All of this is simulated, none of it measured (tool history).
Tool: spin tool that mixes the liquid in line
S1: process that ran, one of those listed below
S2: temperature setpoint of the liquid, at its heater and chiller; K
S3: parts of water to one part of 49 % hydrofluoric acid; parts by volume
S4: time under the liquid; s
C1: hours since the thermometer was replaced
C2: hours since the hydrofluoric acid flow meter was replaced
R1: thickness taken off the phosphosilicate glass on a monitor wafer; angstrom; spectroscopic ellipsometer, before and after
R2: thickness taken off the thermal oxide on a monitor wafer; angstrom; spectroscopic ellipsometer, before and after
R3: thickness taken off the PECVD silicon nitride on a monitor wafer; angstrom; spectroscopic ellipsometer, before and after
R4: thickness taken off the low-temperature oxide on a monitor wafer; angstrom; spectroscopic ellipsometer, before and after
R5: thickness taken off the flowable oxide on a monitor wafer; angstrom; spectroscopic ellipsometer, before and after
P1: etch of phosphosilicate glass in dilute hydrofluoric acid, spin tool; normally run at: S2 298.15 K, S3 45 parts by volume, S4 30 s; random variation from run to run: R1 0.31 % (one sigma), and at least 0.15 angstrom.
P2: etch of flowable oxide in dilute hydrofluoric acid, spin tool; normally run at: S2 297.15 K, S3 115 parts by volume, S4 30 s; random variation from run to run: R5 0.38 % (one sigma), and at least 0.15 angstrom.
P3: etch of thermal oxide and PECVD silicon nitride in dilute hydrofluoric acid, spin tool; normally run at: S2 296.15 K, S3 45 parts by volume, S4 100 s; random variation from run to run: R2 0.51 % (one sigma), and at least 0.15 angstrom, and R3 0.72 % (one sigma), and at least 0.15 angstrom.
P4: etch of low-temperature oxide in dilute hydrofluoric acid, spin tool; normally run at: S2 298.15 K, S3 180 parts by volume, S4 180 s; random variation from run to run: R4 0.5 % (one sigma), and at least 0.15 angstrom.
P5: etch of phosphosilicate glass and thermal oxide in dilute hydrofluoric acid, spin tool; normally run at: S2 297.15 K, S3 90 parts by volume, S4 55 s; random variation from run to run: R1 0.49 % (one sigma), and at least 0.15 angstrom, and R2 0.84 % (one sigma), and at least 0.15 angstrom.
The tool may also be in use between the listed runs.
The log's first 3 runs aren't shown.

{"run": 4, "day": 2.071, "S1": "P3", "S2": 290.15, "S3": 45, "S4": 100, "C1": 379.9, "C2": 1587.9, "R2": 83.481, "R3": 24.032}
{"run": 5, "day": 2.712, "S1": "P5", "S2": 297.15, "S3": 90, "S4": 55, "C1": 395.3, "C2": 1603.3, "R1": 535.57, "R2": 29.531}
{"run": 6, "day": 3.221, "S1": "P4", "S2": 298.15, "S3": 180, "S4": 180, "C1": 407.5, "C2": 1615.5, "R4": 256.19}
{"run": 7, "day": 3.838, "S1": "P1", "S2": 306.15, "S3": 75, "S4": 30, "C1": 422.3, "C2": 1630.3, "R1": 595.27}
{"run": 8, "day": 4.379, "S1": "P1", "S2": 298.15, "S3": 45, "S4": 30, "C1": 435.3, "C2": 1643.3, "R1": 756.61}
{"run": 9, "day": 5.162, "S1": "P1", "S2": 298.15, "S3": 45, "S4": 15, "C1": 454.1, "C2": 1662.1, "R1": 376.11}
{"run": 10, "day": 5.804, "S1": "P1", "S2": 290.65, "S3": 45, "S4": 30, "C1": 469.5, "C2": 1677.5, "R1": 548.43}
{"run": 11, "day": 6.417, "S1": "P1", "S2": 298.15, "S3": 70, "S4": 30, "C1": 484.2, "C2": 1692.2, "R1": 469.16}
{"run": 12, "day": 6.929, "S1": "P1", "S2": 298.15, "S3": 45, "S4": 30, "C1": 496.5, "C2": 1704.5, "R1": 755.91}
{"run": 13, "day": 7.529, "S1": "P5", "S2": 302.65, "S3": 90, "S4": 55, "C1": 510.9, "C2": 1718.9, "R1": 664.51, "R2": 37.019}
{"run": 14, "day": 8.146, "S1": "P1", "S2": 302.15, "S3": 45, "S4": 30, "C1": 525.7, "C2": 1733.7, "R1": 885.87}
{"run": 15, "day": 8.571, "S1": "P5", "S2": 297.15, "S3": 140, "S4": 55, "C1": 535.9, "C2": 1743.9, "R1": 322.99, "R2": 18.181}
{"run": 16, "day": 9.238, "S1": "P4", "S2": 291.15, "S3": 180, "S4": 180, "C1": 551.9, "C2": 1759.9, "R4": 195.54}
{"run": 17, "day": 9.675, "S1": "P4", "S2": 298.15, "S3": 180, "S4": 180, "C1": 562.4, "C2": 1770.4, "R4": 258.59}
{"run": 18, "day": 10.254, "S1": "P1", "S2": 298.15, "S3": 20, "S4": 60, "C1": 576.3, "C2": 1784.3, "R1": 3509.0}
{"run": 19, "day": 10.825, "S1": "P1", "S2": 298.15, "S3": 45, "S4": 30, "C1": 590.0, "C2": 1798.0, "R1": 755.71}
{"run": 20, "day": 11.358, "S1": "P1", "S2": 298.15, "S3": 45, "S4": 30, "C1": 602.8, "C2": 1810.8, "R1": 754.28}
{"run": 21, "day": 12.125, "S1": "P3", "S2": 296.15, "S3": 45, "S4": 100, "C1": 621.2, "C2": 1829.2, "R2": 107.91, "R3": 36.038}
{"run": 22, "day": 12.708, "S1": "P2", "S2": 290.15, "S3": 115, "S4": 30, "C1": 635.2, "C2": 1843.2, "R5": 111.08}
{"run": 23, "day": 13.325, "S1": "P1", "S2": 298.15, "S3": 20, "S4": 30, "C1": 650.0, "C2": 1858.0, "R1": 1760.2}
{"run": 24, "day": 13.829, "S1": "P5", "S2": 297.15, "S3": 90, "S4": 100, "C1": 662.1, "C2": 1870.1, "R1": 976.7, "R2": 54.048}
{"run": 25, "day": 14.4, "S1": "P1", "S2": 298.15, "S3": 45, "S4": 30, "C1": 675.8, "C2": 1883.8, "R1": 752.42}
{"run": 26, "day": 14.883, "S1": "P2", "S2": 297.15, "S3": 25, "S4": 30, "C1": 687.4, "C2": 1895.4, "R5": 764.56}

Run 27 comes next. What will it give?
{"run": 27, "day": 15.604, "S1": "P4", "S2": 298.15, "S3": 55, "S4": 180, "C1": 704.7, "C2": 1912.7, "R4": "?"}

Run 27 gave R4 984.66 angstrom.
